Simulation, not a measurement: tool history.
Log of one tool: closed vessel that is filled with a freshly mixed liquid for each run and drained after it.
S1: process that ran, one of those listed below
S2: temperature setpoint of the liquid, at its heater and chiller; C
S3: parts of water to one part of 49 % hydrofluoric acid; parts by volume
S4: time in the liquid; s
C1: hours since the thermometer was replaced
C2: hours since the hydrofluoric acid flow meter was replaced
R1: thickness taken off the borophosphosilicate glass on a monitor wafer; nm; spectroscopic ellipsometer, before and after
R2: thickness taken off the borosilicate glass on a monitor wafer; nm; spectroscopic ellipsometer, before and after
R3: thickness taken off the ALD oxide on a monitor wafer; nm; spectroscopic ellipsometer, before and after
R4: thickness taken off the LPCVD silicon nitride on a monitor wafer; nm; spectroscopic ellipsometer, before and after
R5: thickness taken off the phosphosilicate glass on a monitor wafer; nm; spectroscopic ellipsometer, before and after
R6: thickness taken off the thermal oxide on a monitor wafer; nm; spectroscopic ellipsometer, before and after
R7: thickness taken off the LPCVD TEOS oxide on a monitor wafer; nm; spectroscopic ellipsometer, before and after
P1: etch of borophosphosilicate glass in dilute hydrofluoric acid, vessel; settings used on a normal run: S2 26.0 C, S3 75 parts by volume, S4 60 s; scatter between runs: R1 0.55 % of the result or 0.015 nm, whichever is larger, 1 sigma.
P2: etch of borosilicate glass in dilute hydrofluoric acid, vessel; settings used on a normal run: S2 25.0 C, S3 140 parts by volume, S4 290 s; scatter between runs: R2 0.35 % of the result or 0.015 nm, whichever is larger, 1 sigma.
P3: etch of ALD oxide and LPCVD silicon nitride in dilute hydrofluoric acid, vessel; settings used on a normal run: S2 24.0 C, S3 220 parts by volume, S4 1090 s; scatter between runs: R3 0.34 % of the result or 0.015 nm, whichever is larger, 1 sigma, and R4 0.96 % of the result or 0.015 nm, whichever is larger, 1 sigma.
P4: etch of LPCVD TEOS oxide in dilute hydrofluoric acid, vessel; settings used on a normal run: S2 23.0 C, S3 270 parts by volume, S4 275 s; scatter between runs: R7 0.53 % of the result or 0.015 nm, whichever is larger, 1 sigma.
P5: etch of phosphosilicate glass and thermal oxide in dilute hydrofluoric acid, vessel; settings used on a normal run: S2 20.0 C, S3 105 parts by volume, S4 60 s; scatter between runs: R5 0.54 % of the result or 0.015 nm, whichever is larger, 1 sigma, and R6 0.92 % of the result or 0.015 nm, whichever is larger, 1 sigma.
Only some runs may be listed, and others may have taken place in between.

{"run": 1, "hour": 7.6, "S1": "P1", "S2": 26.0, "S3": 75, "S4": 60, "C1": 1152.3, "C2": 786.1, "R1": 24.927}
{"run": 2, "hour": 12.8, "S1": "P1", "S2": 21.0, "S3": 75, "S4": 60, "C1": 1157.5, "C2": 791.3, "R1": 20.073}
{"run": 3, "hour": 17.0, "S1": "P1", "S2": 26.0, "S3": 75, "S4": 100, "C1": 1161.7, "C2": 795.5, "R1": 41.37}
{"run": 4, "hour": 24.4, "S1": "P1", "S2": 26.0, "S3": 75, "S4": 60, "C1": 1169.1, "C2": 802.9, "R1": 24.75}
{"run": 5, "hour": 32.6, "S1": "P2", "S2": 25.0, "S3": 140, "S4": 290, "C1": 1177.3, "C2": 811.1, "R2": 55.304}
{"run": 6, "hour": 37.0, "S1": "P3", "S2": 24.0, "S3": 370, "S4": 1090, "C1": 1181.7, "C2": 815.5, "R3": 21.294, "R4": 1.3804}
{"run": 7, "hour": 44.4, "S1": "P5", "S2": 20.0, "S3": 105, "S4": 30, "C1": 1189.1, "C2": 822.9, "R5": 18.351, "R6": 1.1064}
{"run": 8, "hour": 49.1, "S1": "P1", "S2": 26.0, "S3": 75, "S4": 60, "C1": 1193.8, "C2": 827.6, "R1": 24.771}
{"run": 9, "hour": 55.0, "S1": "P3", "S2": 24.0, "S3": 220, "S4": 1740, "C1": 1199.7, "C2": 833.5, "R3": 66.122, "R4": 3.6491}
{"run": 10, "hour": 60.8, "S1": "P4", "S2": 23.0, "S3": 60, "S4": 275, "C1": 1205.5, "C2": 839.3, "R7": 99.018}
{"run": 11, "hour": 68.9, "S1": "P1", "S2": 26.0, "S3": 75, "S4": 60, "C1": 1213.6, "C2": 847.4, "R1": 24.803}
{"run": 12, "hour": 73.8, "S1": "P1", "S2": 26.0, "S3": 105, "S4": 85, "C1": 1218.5, "C2": 852.3, "R1": 23.969}
{"run": 13, "hour": 79.2, "S1": "P2", "S2": 17.5, "S3": 140, "S4": 290, "C1": 1223.9, "C2": 857.7, "R2": 41.093}
{"run": 14, "hour": 84.7, "S1": "P2", "S2": 25.0, "S3": 140, "S4": 575, "C1": 1229.4, "C2": 863.2, "R2": 109.5}
{"run": 15, "hour": 89.4, "S1": "P1", "S2": 26.0, "S3": 25, "S4": 60, "C1": 1234.1, "C2": 867.9, "R1": 80.091}
{"run": 16, "hour": 93.7, "S1": "P1", "S2": 26.0, "S3": 120, "S4": 30, "C1": 1238.4, "C2": 872.2, "R1": 7.304}
{"run": 17, "hour": 98.7, "S1": "P3", "S2": 32.0, "S3": 220, "S4": 1090, "C1": 1243.4, "C2": 877.2, "R3": 54.778, "R4": 3.701}
{"run": 18, "hour": 104.3, "S1": "P4", "S2": 30.5, "S3": 270, "S4": 275, "C1": 1249.0, "C2": 882.8, "R7": 22.74}
{"run": 19, "hour": 108.2, "S1": "P4", "S2": 23.0, "S3": 270, "S4": 105, "C1": 1252.9, "C2": 886.7, "R7": 6.6982}
{"run": 20, "hour": 114.4, "S1": "P5", "S2": 20.0, "S3": 175, "S4": 60, "C1": 1259.1, "C2": 892.9, "R5": 20.357, "R6": 1.22}
{"run": 21, "hour": 122.8, "S1": "P1", "S2": 26.0, "S3": 75, "S4": 30, "C1": 1267.5, "C2": 901.3, "R1": 12.377}
{"run": 22, "hour": 129.5, "S1": "P3", "S2": 24.0, "S3": 220, "S4": 1090, "C1": 1274.2, "C2": 908.0, "R3": 41.464, "R4": 2.3111}
{"run": 23, "hour": 133.6, "S1": "P1", "S2": 26.0, "S3": 75, "S4": 60, "C1": 1278.3, "C2": 912.1, "R1": 24.765}
{"run": 24, "hour": 138.1, "S1": "P2", "S2": 25.0, "S3": 200, "S4": 290, "C1": 1282.8, "C2": 916.6, "R2": 36.298}
{"run": 25, "hour": 144.7, "S1": "P2", "S2": 25.0, "S3": 140, "S4": 290, "C1": 1289.4, "C2": 923.2, "R2": 55.5}
{"run": 26, "hour": 149.2, "S1": "P5", "S2": 20.0, "S3": 105, "S4": 60, "C1": 1293.9, "C2": 927.7, "R5": 36.422, "R6": 2.1976}
{"run": 27, "hour": 153.2, "S1": "P1", "S2": 31.0, "S3": 75, "S4": 85, "C1": 1297.9, "C2": 931.7, "R1": 42.449}
{"run": 28, "hour": 159.2, "S1": "P5", "S2": 20.0, "S3": 105, "S4": 60, "C1": 1303.9, "C2": 937.7, "R5": 36.564, "R6": 2.1929}
{"run": 29, "hour": 167.7, "S1": "P5", "S2": 25.0, "S3": 105, "S4": 60, "C1": 1312.4, "C2": 946.2, "R5": 44.523, "R6": 2.6687}
{"run": 30, "hour": 174.4, "S1": "P3", "S2": 24.0, "S3": 220, "S4": 1090, "C1": 1319.1, "C2": 952.9, "R3": 41.512, "R4": 2.3225}
{"run": 31, "hour": 182.3, "S1": "P1", "S2": 26.0, "S3": 115, "S4": 60, "C1": 1327.0, "C2": 960.8, "R1": 15.406}
{"run": 32, "hour": 189.5, "S1": "P4", "S2": 23.0, "S3": 270, "S4": 275, "C1": 1334.2, "C2": 968.0, "R7": 17.554}
{"run": 33, "hour": 193.3, "S1": "P1", "S2": 30.0, "S3": 75, "S4": 60, "C1": 1338.0, "C2": 971.8, "R1": 28.778}
{"run": 34, "hour": 198.9, "S1": "P1", "S2": 26.0, "S3": 75, "S4": 60, "C1": 1343.6, "C2": 977.4, "R1": 24.917}
{"run": 35, "hour": 203.8, "S1": "P1", "S2": 26.0, "S3": 75, "S4": 60, "C1": 1348.5, "C2": 982.3, "R1": 25.288}
{"run": 36, "hour": 207.6, "S1": "P1", "S2": 26.0, "S3": 75, "S4": 60, "C1": 1352.3, "C2": 986.1, "R1": 25.476}
{"run": 37, "hour": 215.7, "S1": "P1", "S2": 26.0, "S3": 75, "S4": 60, "C1": 1360.4, "C2": 994.2, "R1": 25.896}
{"run": 38, "hour": 224.0, "S1": "P1", "S2": 26.0, "S3": 75, "S4": 60, "C1": 1368.7, "C2": 1002.5, "R1": 26.218}
{"run": 39, "hour": 232.3, "S1": "P1", "S2": 26.0, "S3": 75, "S4": 60, "C1": 1377.0, "C2": 1010.8, "R1": 26.484}
{"run": 40, "hour": 237.5, "S1": "P1", "S2": 26.0, "S3": 75, "S4": 60, "C1": 1382.2, "C2": 1016.0, "R1": 26.387}
{"run": 41, "hour": 244.9, "S1": "P1", "S2": 26.0, "S3": 75, "S4": 60, "C1": 1389.6, "C2": 1023.4, "R1": 26.57}
{"run": 42, "hour": 249.2, "S1": "P1", "S2": 26.0, "S3": 75, "S4": 60, "C1": 1393.9, "C2": 1027.7, "R1": 26.171}

What P1 gives has crept off from where it sat before. The 2 causes that follow fit the log equally well, each at the size noted:
A: liquid hotter than its thermometer reads (K) = 1.62
B: hydrofluoric acid flow above the setpoint (%) = 5.97
The onset of the drift is placed at about hour 198.9.

Of the 4 check runs listed below, each run on one wafer and each result written as a question mark, which would let you distinguish the listed causes because they would give clearly different results?
{"run": "check 1", "hour": 253.5, "S1": "P4", "S2": 29.5, "S3": 75, "S4": 275, "R7": "?"}
{"run": "check 2", "hour": 253.5, "S1": "P3", "S2": 32.0, "S3": 365, "S4": 1090, "R3": "?", "R4": "?"}
{"run": "check 3", "hour": 253.5, "S1": "P5", "S2": 23.5, "S3": 105, "S4": 40, "R5": "?", "R6": "?"}
{"run": "check 4", "hour": 253.5, "S1": "P2", "S2": 18.0, "S3": 140, "S4": 535, "R2": "?"}

Check results expected under each cause:
check=check_1 result=R7 if_A=108.0200 if_B=108.2700
check=check_2 result=R3 if_A=29.395 if_B=30.350
check=check_2 result=R4 if_A=2.4095 if_B=2.3435
check=check_3 result=R5 if_A=29.889 if_B=29.932
check=check_3 result=R6 if_A=1.7826 if_B=1.7851
check=check_4 result=R2 if_A=82.795 if_B=82.825
How far apart the two closest causes lie, in the result that separates them most: check 1 0.23 %; check 2 3.2 %; check 3 0.14 %; check 4 0.04 %
Of the check runs offered, only check 2 discriminates between the causes; the rest would read about the same regardless of which cause applies.

With check 2 done, the readings were: R3 29.279 nm; R4 2.4597 nm. Identify which of the listed causes applies.

The cause is A: liquid hotter than its thermometer reads (K).

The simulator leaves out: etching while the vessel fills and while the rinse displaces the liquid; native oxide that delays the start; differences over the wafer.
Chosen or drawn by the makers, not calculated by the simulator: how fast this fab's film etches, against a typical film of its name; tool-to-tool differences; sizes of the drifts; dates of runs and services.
